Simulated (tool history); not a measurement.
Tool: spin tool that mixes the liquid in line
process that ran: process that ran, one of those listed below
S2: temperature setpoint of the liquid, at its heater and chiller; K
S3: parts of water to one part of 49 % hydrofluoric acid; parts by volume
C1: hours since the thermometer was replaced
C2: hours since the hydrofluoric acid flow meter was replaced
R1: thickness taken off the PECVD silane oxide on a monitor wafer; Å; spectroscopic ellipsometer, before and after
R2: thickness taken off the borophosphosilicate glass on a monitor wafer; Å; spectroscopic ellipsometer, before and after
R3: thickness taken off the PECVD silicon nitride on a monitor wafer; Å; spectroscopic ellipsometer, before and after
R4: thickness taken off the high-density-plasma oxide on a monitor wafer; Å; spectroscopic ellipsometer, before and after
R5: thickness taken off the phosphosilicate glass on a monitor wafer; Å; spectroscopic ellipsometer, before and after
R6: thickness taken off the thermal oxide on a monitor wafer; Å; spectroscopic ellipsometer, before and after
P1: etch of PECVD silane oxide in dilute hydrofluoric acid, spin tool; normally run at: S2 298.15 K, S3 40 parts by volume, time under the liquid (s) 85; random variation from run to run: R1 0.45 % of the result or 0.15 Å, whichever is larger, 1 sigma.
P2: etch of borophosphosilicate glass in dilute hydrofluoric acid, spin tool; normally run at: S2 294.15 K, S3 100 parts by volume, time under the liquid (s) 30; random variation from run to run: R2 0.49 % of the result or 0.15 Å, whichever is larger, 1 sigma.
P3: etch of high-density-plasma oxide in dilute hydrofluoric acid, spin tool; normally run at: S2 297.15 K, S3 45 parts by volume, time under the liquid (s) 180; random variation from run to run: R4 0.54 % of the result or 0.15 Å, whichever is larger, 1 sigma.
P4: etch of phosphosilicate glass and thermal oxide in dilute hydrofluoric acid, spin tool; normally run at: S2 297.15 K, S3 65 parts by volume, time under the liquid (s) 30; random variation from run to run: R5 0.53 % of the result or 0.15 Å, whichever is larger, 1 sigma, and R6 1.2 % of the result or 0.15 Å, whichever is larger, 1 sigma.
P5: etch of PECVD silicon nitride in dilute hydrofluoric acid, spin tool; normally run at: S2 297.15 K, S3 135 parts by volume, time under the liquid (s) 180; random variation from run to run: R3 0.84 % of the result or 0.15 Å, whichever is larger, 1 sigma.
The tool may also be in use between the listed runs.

run 1 hour=5.8 | process_that_ran=P1 S2=298.15 S3=40 time_under_the_liquid_(s)=85 | C1=255.6 C2=197.4 | R1=434.3
run 2 hour=10.9 | process_that_ran=P2 S2=294.15 S3=45 time_under_the_liquid_(s)=30 | C1=260.7 C2=202.5 | R2=404.35
run 3 hour=16.6 | process_that_ran=P1 S2=298.15 S3=40 time_under_the_liquid_(s)=85 | C1=266.4 C2=208.2 | R1=436.07
run 4 hour=21.6 | process_that_ran=P5 S2=297.15 S3=135 time_under_the_liquid_(s)=180 | C1=271.4 C2=213.2 | R3=31.45
run 5 hour=26 | process_that_ran=P1 S2=293.15 S3=20 time_under_the_liquid_(s)=85 | C1=275.8 C2=217.6 | R1=725.93
run 6 hour=29.8 | process_that_ran=P1 S2=298.15 S3=40 time_under_the_liquid_(s)=85 | C1=279.6 C2=221.4 | R1=438.9
run 7 hour=33 | process_that_ran=P1 S2=298.15 S3=40 time_under_the_liquid_(s)=85 | C1=282.8 C2=224.6 | R1=436.25
run 8 hour=38.4 | process_that_ran=P1 S2=294.15 S3=40 time_under_the_liquid_(s)=85 | C1=288.2 C2=230 | R1=368.64
run 9 hour=44.4 | process_that_ran=P1 S2=302.15 S3=40 time_under_the_liquid_(s)=85 | C1=294.2 C2=236 | R1=514.39
run 10 hour=48.8 | process_that_ran=P2 S2=294.15 S3=100 time_under_the_liquid_(s)=15 | C1=298.6 C2=240.4 | R2=84.368
run 11 hour=55.1 | process_that_ran=P3 S2=297.15 S3=45 time_under_the_liquid_(s)=180 | C1=304.9 C2=246.7 | R4=226.91
run 12 hour=59.3 | process_that_ran=P4 S2=304.15 S3=65 time_under_the_liquid_(s)=30 | C1=309.1 C2=250.9 | R5=1256.4 R6=30.326
run 13 hour=66.7 | process_that_ran=P1 S2=298.15 S3=40 time_under_the_liquid_(s)=15 | C1=316.5 C2=258.3 | R1=76.569
run 14 hour=70.9 | process_that_ran=P5 S2=297.15 S3=75 time_under_the_liquid_(s)=180 | C1=320.7 C2=262.5 | R3=55.338
run 15 hour=74.6 | process_that_ran=P1 S2=290.15 S3=40 time_under_the_liquid_(s)=20 | C1=324.4 C2=266.2 | R1=73.482
run 16 hour=79.8 | process_that_ran=P3 S2=297.15 S3=20 time_under_the_liquid_(s)=180 | C1=329.6 C2=271.4 | R4=524.26
run 17 hour=84.8 | process_that_ran=P5 S2=297.15 S3=135 time_under_the_liquid_(s)=180 | C1=334.6 C2=276.4 | R3=31.195
run 18 hour=90.1 | process_that_ran=P4 S2=297.15 S3=65 time_under_the_liquid_(s)=30 | C1=339.9 C2=281.7 | R5=949.22 R6=23.764
run 19 hour=96 | process_that_ran=P4 S2=297.15 S3=65 time_under_the_liquid_(s)=60 | C1=345.8 C2=287.6 | R5=1919.5 R6=46.27
run 20 hour=100 | process_that_ran=P4 S2=297.15 S3=65 time_under_the_liquid_(s)=30 | C1=349.8 C2=291.6 | R5=947.96 R6=23.006
run 21 hour=106.5 | process_that_ran=P3 S2=297.15 S3=45 time_under_the_liquid_(s)=315 | C1=356.3 C2=298.1 | R4=395.69
run 22 hour=111.5 | process_that_ran=P4 S2=297.15 S3=110 time_under_the_liquid_(s)=30 | C1=361.3 C2=303.1 | R5=533.32 R6=13.041
run 23 hour=116.8 | process_that_ran=P1 S2=298.15 S3=20 time_under_the_liquid_(s)=85 | C1=366.6 C2=308.4 | R1=899.56
run 24 hour=120.4 | process_that_ran=P5 S2=297.15 S3=135 time_under_the_liquid_(s)=15 | C1=370.2 C2=312 | R3=2.3211
run 25 hour=127.2 | process_that_ran=P1 S2=293.65 S3=40 time_under_the_liquid_(s)=15 | C1=377 C2=318.8 | R1=63.371
-- hour=128.1 thermometer replaced
run 26 hour=132.4 | process_that_ran=P1 S2=298.15 S3=40 time_under_the_liquid_(s)=85 | C1=4.3 C2=324 | R1=438.99
run 27 hour=137.7 | process_that_ran=P3 S2=302.65 S3=45 time_under_the_liquid_(s)=180 | C1=9.6 C2=329.3 | R4=282.44
run 28 hour=141.4 | process_that_ran=P5 S2=301.15 S3=135 time_under_the_liquid_(s)=180 | C1=13.3 C2=333 | R3=40.304
run 29 hour=146.2 | process_that_ran=P1 S2=298.15 S3=65 time_under_the_liquid_(s)=85 | C1=18.1 C2=337.8 | R1=260.95
run 30 hour=152.6 | process_that_ran=P1 S2=298.15 S3=40 time_under_the_liquid_(s)=140 | C1=24.5 C2=344.2 | R1=720.74
run 31 hour=156.7 | process_that_ran=P2 S2=294.15 S3=100 time_under_the_liquid_(s)=30 | C1=28.6 C2=348.3 | R2=168.18
run 32 hour=160 | process_that_ran=P2 S2=298.15 S3=100 time_under_the_liquid_(s)=30 | C1=31.9 C2=351.6 | R2=198.98
run 33 hour=166.8 | process_that_ran=P1 S2=298.15 S3=40 time_under_the_liquid_(s)=85 | C1=38.7 C2=358.4 | R1=434.85
run 34 hour=171.3 | process_that_ran=P1 S2=298.15 S3=40 time_under_the_liquid_(s)=85 | C1=43.2 C2=362.9 | R1=452.27
run 35 hour=178.2 | process_that_ran=P1 S2=298.15 S3=40 time_under_the_liquid_(s)=85 | C1=50.1 C2=369.8 | R1=463.52
run 36 hour=184.9 | process_that_ran=P1 S2=298.15 S3=40 time_under_the_liquid_(s)=85 | C1=56.8 C2=376.5 | R1=469.72
run 37 hour=190.1 | process_that_ran=P1 S2=298.15 S3=40 time_under_the_liquid_(s)=85 | C1=62 C2=381.7 | R1=472.69
run 38 hour=197.4 | process_that_ran=P1 S2=298.15 S3=40 time_under_the_liquid_(s)=85 | C1=69.3 C2=389 | R1=474.73
run 39 hour=202.2 | process_that_ran=P1 S2=298.15 S3=40 time_under_the_liquid_(s)=85 | C1=74.1 C2=393.8 | R1=478.14
run 40 hour=208.9 | process_that_ran=P1 S2=298.15 S3=40 time_under_the_liquid_(s)=85 | C1=80.8 C2=400.5 | R1=481.59
run 41 hour=212.7 | process_that_ran=P1 S2=298.15 S3=40 time_under_the_liquid_(s)=85 | C1=84.6 C2=404.3 | R1=479.32

What P1 gives has crept away from where it was. These 2 causes fit the log equally well, each at the size given:
A: liquid hotter than its thermometer reads (K) = 2.26
B: hydrofluoric acid flow above the setpoint (%) = 9.16
The creep began at about hour 166.8.

4 check runs are offered, each on 2 wafers whose results are averaged, their results left as question marks. Which one tells the causes apart?
run check 1 hour=216.5 | process_that_ran=P2 S2=294.15 S3=100 time_under_the_liquid_(s)=30 | R2=?
run check 2 hour=216.5 | process_that_ran=P5 S2=297.15 S3=135 time_under_the_liquid_(s)=180 | R3=?
run check 3 hour=216.5 | process_that_ran=P3 S2=297.15 S3=45 time_under_the_liquid_(s)=180 | R4=?
run check 4 hour=216.5 | process_that_ran=P4 S2=297.15 S3=65 time_under_the_liquid_(s)=30 | R5=? R6=?

What each check would give under each cause:
check=check_1 result=R2 if_A=186.38 if_B=187.54
check=check_2 result=R3 if_A=36.291 if_B=34.225
check=check_3 result=R4 if_A=248.8 if_B=248.86
check=check_4 result=R5 if_A=1041.5 if_B=1045.2
check=check_4 result=R6 if_A=25.562 if_B=25.655
How far apart the two closest causes lie, in the result that separates them most: check 1 0.62 %; check 2 5.86 %; check 3 0.02 %; check 4 0.36 %
Only check 2 tells the causes apart: in the others they would give nearly the same result.

Then check 2 was run and gave: R3 36.503 Å. Which cause is it?

It is A: liquid hotter than its thermometer reads (K).
